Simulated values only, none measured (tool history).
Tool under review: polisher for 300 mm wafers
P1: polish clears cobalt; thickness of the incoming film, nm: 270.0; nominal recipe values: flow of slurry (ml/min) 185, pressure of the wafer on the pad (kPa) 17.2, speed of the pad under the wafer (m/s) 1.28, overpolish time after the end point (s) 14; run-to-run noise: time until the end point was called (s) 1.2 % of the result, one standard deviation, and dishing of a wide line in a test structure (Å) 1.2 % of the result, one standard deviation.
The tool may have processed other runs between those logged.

run	hour	flow of slurry (ml/min)	pressure of the wafer on the pad (kPa)	speed of the pad under the wafer (m/s)	overpolish time after the end point (s)	wafers polished on this pad	hours since the slurry nozzle was cleaned	hours since the head pressure was calibrated	time until the end point was called (s)	dishing of a wide line in a test structure (Å)
1	7.7	185	17.2	1.28	14	779	288.2	302.9	36.235	311.94
2	19.2	185	10.3	1.28	14	910	299.7	314.4	61.35	282.83
3	25.8	185	17.2	1.28	14	986	306.3	321	37.047	310.47
4	38	185	17.2	1.28	14	1125	318.5	333.2	36.852	312.57
5	44.9	185	17.2	1.28	14	1204	325.4	340.1	36.308	305.45
6	55.6	185	17.2	1.28	7	1326	336.1	350.8	36.457	263.64
7	69.7	185	17.2	1.68	14	1486	350.2	364.9	27.889	323.23
8	79.6	265	17.2	1.28	14	1599	360.1	374.8	34.964	314.06
9	93.5	185	17.2	1.28	14	1758	374	388.7	36.921	314.1
10	101.4	185	12.4	1.28	7	1848	381.9	396.6	50.157	222.64
11	112	185	17.2	0.64	14	1969	392.5	407.2	72.722	262.27
12	126.8	185	17.2	1.28	27	2138	407.3	422	37.107	330.77
13	138.8	185	17.2	1.28	14	2275	419.3	434	35.952	312
14	148.3	185	23.4	1.28	14	2383	428.8	443.5	27.257	316.75
15	163.2	110	17.2	1.28	21	2553	443.7	458.4	40.062	326.19
16	178.4	110	17.2	1.28	14	2726	458.9	473.6	39.655	314.81
17	186.1	185	17.2	1.28	14	2814	466.6	481.3	36.573	313.47
18	198.6	185	17.2	1.28	14	2957	479.1	493.8	37.652	310.7
19	209.4	185	17.2	1.28	14	3080	489.9	504.6	39.186	316.38
20	218	185	17.2	1.28	14	3178	498.5	513.2	38.68	309.67
21	227.2	185	17.2	1.28	14	3283	507.7	522.4	39.19	306.7
22	241.2	185	17.2	1.28	14	3443	521.7	536.4	39.971	302.19

Estimate the outcome of run 23 from the log above:
# hour 249.9: head pressure recalibrated
23	252.9	185	17.2	1.28	14	3576	533.4	3	?	?

{"run 23": {"time until the end point was called (s)": 39.678, "dishing of a wide line in a test structure (Å)": 310.8}}
